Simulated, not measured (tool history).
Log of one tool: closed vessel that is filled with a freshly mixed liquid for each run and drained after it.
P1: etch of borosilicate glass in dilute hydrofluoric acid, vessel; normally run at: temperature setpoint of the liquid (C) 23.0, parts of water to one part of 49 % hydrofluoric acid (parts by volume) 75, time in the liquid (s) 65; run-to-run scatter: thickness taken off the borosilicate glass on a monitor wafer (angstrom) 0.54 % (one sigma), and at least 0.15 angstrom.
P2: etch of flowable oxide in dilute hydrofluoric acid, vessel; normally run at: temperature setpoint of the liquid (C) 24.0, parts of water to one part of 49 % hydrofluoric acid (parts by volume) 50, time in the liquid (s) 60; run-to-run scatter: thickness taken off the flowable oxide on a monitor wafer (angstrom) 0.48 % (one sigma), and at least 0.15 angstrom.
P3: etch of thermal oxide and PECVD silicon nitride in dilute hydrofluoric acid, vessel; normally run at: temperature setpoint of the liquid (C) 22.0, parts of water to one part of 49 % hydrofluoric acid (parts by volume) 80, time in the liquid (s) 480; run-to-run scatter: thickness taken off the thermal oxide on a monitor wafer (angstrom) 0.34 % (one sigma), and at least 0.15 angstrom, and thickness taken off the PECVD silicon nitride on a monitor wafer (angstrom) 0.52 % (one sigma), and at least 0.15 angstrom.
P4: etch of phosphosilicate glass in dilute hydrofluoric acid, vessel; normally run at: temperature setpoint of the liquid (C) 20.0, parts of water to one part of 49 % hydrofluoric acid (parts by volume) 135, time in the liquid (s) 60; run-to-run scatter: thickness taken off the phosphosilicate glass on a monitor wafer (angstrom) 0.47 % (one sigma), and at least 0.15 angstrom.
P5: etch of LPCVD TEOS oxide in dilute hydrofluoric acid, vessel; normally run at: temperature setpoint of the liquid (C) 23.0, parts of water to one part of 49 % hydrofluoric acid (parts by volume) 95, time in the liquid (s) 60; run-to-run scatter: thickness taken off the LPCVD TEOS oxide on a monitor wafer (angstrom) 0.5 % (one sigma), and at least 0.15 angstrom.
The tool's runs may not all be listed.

run     day  process that ran  temperature setpoint of the liquid (C)  parts of water to one part of 49 % hydrofluoric acid (parts by volume)  time in the liquid (s)  thickness taken off the borosilicate glass on a monitor wafer (angstrom)  thickness taken off the LPCVD TEOS oxide on a monitor wafer (angstrom)  thickness taken off the thermal oxide on a monitor wafer (angstrom)  thickness taken off the PECVD silicon nitride on a monitor wafer (angstrom)  thickness taken off the flowable oxide on a monitor wafer (angstrom)  thickness taken off the phosphosilicate glass on a monitor wafer (angstrom)
  1   0.350                P1                                    23.0                                                                      75                      65                                                                    229.89
  2   0.779                P5                                    23.0                                                                      45                      60                                                                                                                                            572.94
  3   1.408                P1                                    17.0                                                                      75                      65                                                                    179.12
  4   1.971                P3                                    22.0                                                                     140                     480                                                                                                                                                                                                                 139.66                                                                       163.40
  5   2.525                P2                                    29.5                                                                      50                      60                                                                                                                                                                                                                                                                                                                                                                    480.09
  6   3.192                P1                                    23.0                                                                     120                      65                                                                    137.44
  7   3.871                P5                                    23.0                                                                      95                      60                                                                                                                                            250.79
  8   4.196                P1                                    17.0                                                                      35                      65                                                                    402.56
  9   4.829                P1                                    23.0                                                                      40                      65                                                                    451.22
 10   5.217                P3                                    22.0                                                                      80                     860                                                                                                                                                                                                                 469.38                                                                       509.62
 11   5.521                P3                                    30.5                                                                      80                     480                                                                                                                                                                                                                 364.28                                                                       494.38
 12   5.838                P1                                    30.5                                                                      75                      65                                                                    310.07
 13   6.462                P1                                    29.5                                                                      75                      30                                                                    137.42
      6.604  -- hydrofluoric acid flow meter replaced
 14   6.962                P5                                    23.0                                                                      95                      60                                                                                                                                            253.32
 15   7.404                P1                                    17.0                                                                      25                      65                                                                    572.31
 16   7.896                P1                                    23.0                                                                      75                      65                                                                    231.96
 17   8.496                P1                                    23.0                                                                      75                     130                                                                    461.61
 18   9.083                P4                                    20.0                                                                     135                      60                                                                                                                                                                                                                                                                                                                                                                                                                                                 523.07
 19   9.467                P2                                    24.0                                                                      20                      60                                                                                                                                                                                                                                                                                                                                                                    986.03
 20   9.779                P3                                    22.0                                                                      80                     480                                                                                                                                                                                                                 262.25                                                                       285.14
 21  10.438                P1                                    23.0                                                                      75                      65                                                                    231.69
 22  10.983                P2                                    24.0                                                                      50                      30                                                                                                                                                                                                                                                                                                                                                                    191.86
 23  11.288                P4                                    17.0                                                                     135                      60                                                                                                                                                                                                                                                                                                                                                                                                                                                 457.17
 24  11.850                P1                                    23.0                                                                      75                      65                                                                    231.97
 25  12.333                P5                                    23.0                                                                      95                      30                                                                                                                                            125.47
 26  12.842                P1                                    23.0                                                                      75                      30                                                                    106.96
 27  13.454                P4                                    20.0                                                                      50                      60                                                                                                                                                                                                                                                                                                                                                                                                                                                1549.70
 28  14.058                P1                                    23.0                                                                      75                      65                                                                    231.69
 29  14.604                P5                                    28.5                                                                      95                      60                                                                                                                                            314.78
 30  15.250                P2                                    24.0                                                                      50                      60                                                                                                                                                                                                                                                                                                                                                                    381.31
 31  15.842                P4                                    20.0                                                                     135                      30                                                                                                                                                                                                                                                                                                                                                                                                                                                 260.49
 32  16.483                P1                                    23.0                                                                      75                      65                                                                    230.68
 33  17.092                P1                                    23.0                                                                      75                      65                                                                    241.90
 34  17.508                P1                                    23.0                                                                      75                      65                                                                    244.11
 35  18.092                P1                                    23.0                                                                      75                      65                                                                    247.36
 36  18.475                P1                                    23.0                                                                      75                      65                                                                    250.12
 37  19.000                P1                                    23.0                                                                      75                      65                                                                    252.13
 38  19.667                P1                                    23.0                                                                      75                      65                                                                    254.55
 39  20.246                P1                                    23.0                                                                      75                      65                                                                    251.95
 40  20.696                P1                                    23.0                                                                      75                      65                                                                    255.26
 41  21.208                P1                                    23.0                                                                      75                      65                                                                    252.33
 42  21.867                P1                                    23.0                                                                      75                      65                                                                    253.18

What P1 gives has crept away from where it was. These 2 causes fit the log equally well, each at the size given:
A: hydrofluoric acid flow above the setpoint (%) = 9.02
B: liquid hotter than its thermometer reads (K) = 2.34
The creep began at about day 16.483.

4 check runs are offered, one wafer each, their results left as question marks. Which one tells the causes apart?
check 1  22.525                P4                                    20.0                                                                      60                      60                                                                                                                                                                                                                                                                                                                                                                                                                                                      ?
check 2  22.525                P2                                    24.0                                                                      20                      60                                                                                                                                                                                                                                                                                                                                                                         ?
check 3  22.525                P5                                    23.0                                                                      45                      60                                                                                                                                                 ?
check 4  22.525                P3                                    26.0                                                                     140                     480                                                                                                                                                                                                                      ?                                                                            ?

What each check would give under each cause:
  check                                                                       result     if A     if B
check 1  thickness taken off the phosphosilicate glass on a monitor wafer (angstrom)  1399.10  1406.90
check 2         thickness taken off the flowable oxide on a monitor wafer (angstrom)  1089.30  1099.80
check 3       thickness taken off the LPCVD TEOS oxide on a monitor wafer (angstrom)   619.41   622.78
check 4          thickness taken off the thermal oxide on a monitor wafer (angstrom)   179.90   177.54
check 4  thickness taken off the PECVD silicon nitride on a monitor wafer (angstrom)   231.45   246.12
How far apart the two closest causes lie, in the result that separates them most: check 1 0.56 %; check 2 0.96 %; check 3 0.54 %; check 4 6.15 %
Only check 4 tells the causes apart: in the others they would give nearly the same result.

Check 4 was then run and gave: thickness taken off the thermal oxide on a monitor wafer (angstrom) 178.38; thickness taken off the PECVD silicon nitride on a monitor wafer (angstrom) 244.67. Which cause is it?

It is B: liquid hotter than its thermometer reads (K).
